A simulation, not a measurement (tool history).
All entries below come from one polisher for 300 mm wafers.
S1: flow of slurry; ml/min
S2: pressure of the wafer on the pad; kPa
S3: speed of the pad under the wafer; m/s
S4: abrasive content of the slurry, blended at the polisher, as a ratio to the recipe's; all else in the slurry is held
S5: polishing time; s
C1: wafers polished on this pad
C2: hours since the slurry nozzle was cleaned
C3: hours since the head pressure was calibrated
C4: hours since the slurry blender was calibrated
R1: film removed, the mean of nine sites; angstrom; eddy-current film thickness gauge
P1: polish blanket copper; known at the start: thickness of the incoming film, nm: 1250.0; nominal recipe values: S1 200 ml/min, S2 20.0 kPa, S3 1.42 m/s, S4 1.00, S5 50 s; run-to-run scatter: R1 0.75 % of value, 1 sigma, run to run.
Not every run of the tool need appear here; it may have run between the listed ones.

run   hour   S1    S2    S3    S4  S5    C1     C2     C3     C4      R1
  1   13.8  200  20.0  1.42  1.00  50   516  649.5  233.7  125.6  1994.3
  2   26.7  200  20.0  1.42  1.00  36   679  662.4  246.6  138.5  1401.3
  3   38.3  200  20.0  1.42  1.00  50   826  674.0  258.2  150.1  1991.6
  4   48.8  200  20.0  1.42  1.00  50   960  684.5  268.7  160.6  1961.6
  5   63.6  200  20.0  1.42  1.00  50  1147  699.3  283.5  175.4  1928.6
  6   78.6  200  20.0  1.04  1.00  50  1338  714.3  298.5  190.4  1429.7
  7   86.7  200  20.0  1.42  1.00  50  1440  722.4  306.6  198.5  1975.5
  8  100.2  200  20.0  1.42  1.45  50  1612  735.9  320.1  212.0  2089.8
  9  112.7  305  20.0  1.42  1.00  50  1770  748.4  332.6  224.5  2058.0
 10  122.3  200  20.0  1.42  1.30  33  1892  758.0  342.2  234.1  1352.1
 11  131.8  200  20.0  2.04  1.00  50  2012  767.5  351.7  243.6  2748.9
 12  142.3  120  20.0  1.42  1.00  50  2146  778.0  362.2  254.1  1786.1
 13  152.0  200  20.0  1.42  0.70  50  2269  787.7  371.9  263.8  1809.0
 14  160.3  200  26.2  1.42  1.00  50  2374  796.0  380.2  272.1  2538.6
 15  171.0  200  20.0  1.42  1.00  50  2510  806.7  390.9  282.8  1937.5
 16  183.3  155  20.0  1.98  1.00  50  2666  819.0  403.2  295.1  2642.9
 17  195.2  200  13.1  1.42  1.00  50  2817  830.9  415.1  307.0  1276.1
 18  207.0  200  20.0  1.42  1.00  80  2966  842.7  426.9  318.8  3122.6
 19  219.9  200  20.0  1.42  1.00  50  3130  855.6  439.8  331.7  1963.5
 20  231.7  200  20.0  1.42  1.00  50  3280  867.4  451.6  343.5  1914.6
 21  248.7  200  20.0  1.42  1.00  50  3495  884.4  468.6  360.5  1874.5
 22  257.8  200  20.0  1.42  1.00  50  3611  893.5  477.7  369.6  1833.3
 23  274.5  200  20.0  1.42  1.00  50  3822  910.2  494.4  386.3  1822.4
 24  289.2  200  20.0  1.42  1.00  50  4009  924.9  509.1  401.0  1813.8
     291.9  -- slurry blender recalibrated
 25  300.7  200  20.0  1.42  1.00  50  4155  936.4  520.6    8.9  1816.2
     312.1  -- head pressure recalibrated
 26  317.7  200  20.0  1.42  1.00  50  4370  953.4    5.7   25.9  1797.7
 27  326.9  200  20.0  1.42  1.00  50  4487  962.6   14.9   35.1  1789.9
 28  340.5  200  20.0  1.42  1.00  50  4660  976.2   28.5   48.7  1787.8
 29  348.9  200  20.0  1.42  1.00  50  4766  984.6   36.9   57.1  1832.7

Compared with where it was, what P1 gives has crept away. Each cause listed below fits the log as well as the rest, at the size given for it:
A: removal rate lost through wear of the pad, % = 7.87
B: slurry flow missing at the pad, % = 38.5
The creep began at about hour 219.9.
Why every other cause is out:
head's pressure below its setpoint, %: was serviced at hour 312.1, once the creep was under way, yet the earlier output never came back
abrasive missing from the slurry, %: was serviced at hour 291.9, once the creep was under way, yet the earlier output never came back

Which of the check runs below tells the causes apart, meaning the causes would give it clearly different results? Each run uses 3 wafers whose results are averaged, and each result is shown as a question mark.
check 1  357.3  200  20.0  1.42  1.35  50                   ?
check 2  357.3  135  20.0  1.42  1.00  77                   ?
check 3  357.3  200  25.5  1.42  1.35  50                   ?
check 4  357.3  200  20.0  1.42  1.30  77                   ?

What each check would give under each cause:
  check  result    if A    if B
check 1      R1  1920.2  1920.4
check 2      R1  2600.1  2511.0
check 3      R1  2449.9  2450.2
check 4      R1  2932.5  2932.8
Per check, the gap between the least separated pair of causes, taken in the result that splits them most: check 1 0.01 %; check 2 3.49 %; check 3 0.01 %; check 4 0.01 %
Check 2 distinguishes between the causes, while the remaining checks would return nearly the same result for all of them.

Here is what check 2 returned: R1 2494.2 angstrom. Which cause is it?

The correct cause is B, namely: slurry flow missing at the pad, %.
